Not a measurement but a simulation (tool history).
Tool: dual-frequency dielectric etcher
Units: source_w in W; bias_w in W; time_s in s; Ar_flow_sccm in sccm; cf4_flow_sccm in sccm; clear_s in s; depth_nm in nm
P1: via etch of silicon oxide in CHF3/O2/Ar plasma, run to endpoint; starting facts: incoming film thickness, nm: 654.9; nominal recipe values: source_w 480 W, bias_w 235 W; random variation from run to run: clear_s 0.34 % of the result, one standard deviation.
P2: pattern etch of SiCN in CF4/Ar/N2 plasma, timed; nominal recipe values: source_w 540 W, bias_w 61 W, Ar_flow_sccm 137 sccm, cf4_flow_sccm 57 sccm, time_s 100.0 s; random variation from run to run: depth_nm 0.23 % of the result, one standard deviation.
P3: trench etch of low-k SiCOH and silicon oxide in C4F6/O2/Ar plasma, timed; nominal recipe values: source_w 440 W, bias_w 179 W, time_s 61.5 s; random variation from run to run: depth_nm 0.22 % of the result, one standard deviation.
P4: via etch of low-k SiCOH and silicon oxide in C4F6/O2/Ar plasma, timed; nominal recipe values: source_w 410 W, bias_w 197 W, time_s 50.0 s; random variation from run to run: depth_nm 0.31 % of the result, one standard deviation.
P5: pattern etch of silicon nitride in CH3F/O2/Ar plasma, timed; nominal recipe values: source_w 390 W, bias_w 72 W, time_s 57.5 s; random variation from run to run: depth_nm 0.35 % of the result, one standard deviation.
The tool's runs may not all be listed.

{"run": 1, "hour": 16.5, "process": "P1", "source_w": 480, "bias_w": 235, "clear_s": 328.07}
{"run": 2, "hour": 32.4, "process": "P4", "source_w": 410, "bias_w": 197, "time_s": 50.0, "depth_nm": 149.15}
{"run": 3, "hour": 44.1, "process": "P2", "source_w": 540, "bias_w": 76, "time_s": 100.0, "Ar_flow_sccm": 137, "cf4_flow_sccm": 57, "depth_nm": 93.489}
{"run": 4, "hour": 60.4, "process": "P1", "source_w": 350, "bias_w": 235, "clear_s": 370.86}
{"run": 5, "hour": 74.8, "process": "P1", "source_w": 480, "bias_w": 235, "clear_s": 328.7}
{"run": 6, "hour": 87.6, "process": "P3", "source_w": 440, "bias_w": 131, "time_s": 61.5, "depth_nm": 186.15}
{"run": 7, "hour": 99.5, "process": "P1", "source_w": 370, "bias_w": 321, "clear_s": 321.77}
{"run": 8, "hour": 116.6, "process": "P1", "source_w": 480, "bias_w": 235, "clear_s": 329.22}
{"run": 9, "hour": 127.2, "process": "P1", "source_w": 480, "bias_w": 141, "clear_s": 392.49}
{"run": 10, "hour": 144.2, "process": "P4", "source_w": 240, "bias_w": 197, "time_s": 50.0, "depth_nm": 121.37}
{"run": 11, "hour": 160.6, "process": "P5", "source_w": 390, "bias_w": 72, "time_s": 57.5, "depth_nm": 40.222}
{"run": 12, "hour": 173.3, "process": "P4", "source_w": 410, "bias_w": 197, "time_s": 50.0, "depth_nm": 149.3}
{"run": 13, "hour": 184.0, "process": "P1", "source_w": 480, "bias_w": 235, "clear_s": 327.64}
{"run": 14, "hour": 198.1, "process": "P1", "source_w": 480, "bias_w": 235, "clear_s": 326.07}
{"run": 15, "hour": 215.9, "process": "P1", "source_w": 480, "bias_w": 314, "clear_s": 295.06}
{"run": 16, "hour": 227.8, "process": "P2", "source_w": 540, "bias_w": 61, "time_s": 100.0, "Ar_flow_sccm": 137, "cf4_flow_sccm": 57, "depth_nm": 86.014}
{"run": 17, "hour": 237.9, "process": "P3", "source_w": 440, "bias_w": 179, "time_s": 61.5, "depth_nm": 204.97}
{"run": 18, "hour": 254.7, "process": "P2", "source_w": 680, "bias_w": 61, "time_s": 100.0, "Ar_flow_sccm": 137, "cf4_flow_sccm": 57, "depth_nm": 105.73}
{"run": 19, "hour": 272.5, "process": "P2", "source_w": 540, "bias_w": 61, "time_s": 55.0, "Ar_flow_sccm": 137, "cf4_flow_sccm": 57, "depth_nm": 47.529}
{"hour": 276.3, "done": "bias power generator calibrated"}
{"run": 20, "hour": 287.3, "process": "P5", "source_w": 390, "bias_w": 43, "time_s": 57.5, "depth_nm": 34.252}
{"run": 21, "hour": 302.4, "process": "P3", "source_w": 440, "bias_w": 179, "time_s": 61.5, "depth_nm": 204.19}
{"run": 22, "hour": 316.3, "process": "P3", "source_w": 270, "bias_w": 179, "time_s": 61.5, "depth_nm": 169.42}
{"run": 23, "hour": 325.9, "process": "P3", "source_w": 440, "bias_w": 179, "time_s": 85.5, "depth_nm": 283.32}
{"run": 24, "hour": 338.3, "process": "P1", "source_w": 480, "bias_w": 235, "clear_s": 328.01}
{"run": 25, "hour": 348.5, "process": "P1", "source_w": 480, "bias_w": 235, "clear_s": 327.39}
{"run": 26, "hour": 359.7, "process": "P1", "source_w": 590, "bias_w": 235, "clear_s": 304.02}
{"run": 27, "hour": 375.6, "process": "P5", "source_w": 250, "bias_w": 72, "time_s": 57.5, "depth_nm": 33.958}
{"run": 28, "hour": 387.5, "process": "P2", "source_w": 540, "bias_w": 61, "time_s": 100.0, "Ar_flow_sccm": 162, "cf4_flow_sccm": 57, "depth_nm": 83.539}
{"run": 29, "hour": 403.4, "process": "P5", "source_w": 390, "bias_w": 72, "time_s": 57.5, "depth_nm": 40.164}
{"run": 30, "hour": 414.0, "process": "P5", "source_w": 390, "bias_w": 72, "time_s": 42.0, "depth_nm": 29.44}
{"run": 31, "hour": 430.6, "process": "P2", "source_w": 540, "bias_w": 61, "time_s": 100.0, "Ar_flow_sccm": 137, "cf4_flow_sccm": 46, "depth_nm": 82.897}
{"run": 32, "hour": 439.1, "process": "P4", "source_w": 410, "bias_w": 137, "time_s": 50.0, "depth_nm": 132.97}
{"run": 33, "hour": 456.0, "process": "P4", "source_w": 410, "bias_w": 197, "time_s": 30.5, "depth_nm": 90.928}
{"run": 34, "hour": 467.1, "process": "P1", "source_w": 480, "bias_w": 235, "clear_s": 328.56}
{"run": 35, "hour": 479.0, "process": "P1", "source_w": 480, "bias_w": 235, "clear_s": 332.02}
{"run": 36, "hour": 491.3, "process": "P1", "source_w": 480, "bias_w": 235, "clear_s": 331.39}
{"run": 37, "hour": 502.0, "process": "P1", "source_w": 480, "bias_w": 235, "clear_s": 331.9}
{"run": 38, "hour": 515.2, "process": "P1", "source_w": 480, "bias_w": 235, "clear_s": 333.46}
{"run": 39, "hour": 531.5, "process": "P1", "source_w": 480, "bias_w": 235, "clear_s": 333.54}
{"hour": 535.1, "done": "wet clean of the chamber"}
{"run": 40, "hour": 542.9, "process": "P1", "source_w": 480, "bias_w": 235, "clear_s": 333.82}
{"run": 41, "hour": 555.8, "process": "P1", "source_w": 480, "bias_w": 235, "clear_s": 332.89}
{"run": 42, "hour": 567.3, "process": "P1", "source_w": 480, "bias_w": 235, "clear_s": 333.58}
{"run": 43, "hour": 586.4, "process": "P1", "source_w": 480, "bias_w": 235, "clear_s": 330.35}

Compared with where it was, what P1 gives has crept away. Each cause listed below fits the log as well as the rest, at the size given for it:
A: bias power that arrives under what is set, % = 4.66
B: source power that arrives under what is set, % = 4.44
Creep in the process output first set in at about hour 467.1.
What rules out each remaining cause:
chamber walls in a state that lowers the etch rate, %: serviced at hour 535.1, after the change had begun; the process did not return to its earlier output

Of the 4 check runs listed below, each run on one wafer and each result written as a question mark, which would let you distinguish the listed causes because they would give clearly different results?
{"run": "check 1", "hour": 605.5, "process": "P2", "source_w": 540, "bias_w": 61, "time_s": 58.5, "Ar_flow_sccm": 137, "cf4_flow_sccm": 47, "depth_nm": "?"}
{"run": "check 2", "hour": 605.5, "process": "P4", "source_w": 270, "bias_w": 197, "time_s": 39.5, "depth_nm": "?"}
{"run": "check 3", "hour": 605.5, "process": "P5", "source_w": 250, "bias_w": 44, "time_s": 57.5, "depth_nm": "?"}
{"run": "check 4", "hour": 605.5, "process": "P3", "source_w": 440, "bias_w": 150, "time_s": 61.5, "depth_nm": "?"}

Expected result of each check under each candidate cause:
check=check_1 result=depth_nm if_A=47.893 if_B=46.865
check=check_2 result=depth_nm if_A=98.754 if_B=98.585
check=check_3 result=depth_nm if_A=28.352 if_B=28.278
check=check_4 result=depth_nm if_A=191.150 if_B=190.450
Distance between the nearest two causes, measured in the result of the check that separates them most: check 1 2.17 %; check 2 0.17 %; check 3 0.26 %; check 4 0.37 %
The causes can be told apart only by check 1. The other checks would give nearly the same results under each of them.

Check 1 was then run and gave: depth_nm 48.042 nm. Which cause is it?

It was cause A: bias power that arrives under what is set, %.
